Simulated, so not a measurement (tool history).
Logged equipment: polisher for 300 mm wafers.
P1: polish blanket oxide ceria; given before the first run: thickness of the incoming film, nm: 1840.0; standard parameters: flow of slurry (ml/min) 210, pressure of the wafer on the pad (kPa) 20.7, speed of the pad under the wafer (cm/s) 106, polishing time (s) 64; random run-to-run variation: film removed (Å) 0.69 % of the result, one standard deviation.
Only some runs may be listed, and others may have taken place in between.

run,hour,flow of slurry (ml/min),pressure of the wafer on the pad (kPa),speed of the pad under the wafer (cm/s),polishing time (s),wafers polished on this pad,hours since the slurry nozzle was cleaned,hours since the head pressure was calibrated,film removed (Å)
1,12.6,210,20.7,106,64,759,288.4,156.4,3471.4
2,19,210,20.7,106,64,849,294.8,162.8,3436.4
3,25.6,210,20.7,106,99,940,301.4,169.4,5321.2
4,39.6,125,20.7,106,64,1135,315.4,183.4,3160.9
5,46.3,210,20.7,166,64,1229,322.1,190.1,5432.5
6,60.2,210,28.3,106,31,1422,336,204,2269.2
7,67.4,210,24.8,106,88,1522,343.2,211.2,5725.3
8,77.9,210,20.7,106,64,1669,353.7,221.7,3454.5
9,85,285,20.7,106,64,1768,360.8,228.8,3553.4
10,93.5,210,31.7,106,64,1886,369.3,237.3,5245.3
11,102.4,210,20.7,106,29,2010,378.2,246.2,1554.1
12,108.8,210,20.7,106,64,2099,384.6,252.6,3463.7

What will run 13 give?
13,118.7,210,20.7,106,64,2237,394.5,262.5,?

Run 13 measured film removed (Å) 3462.7.
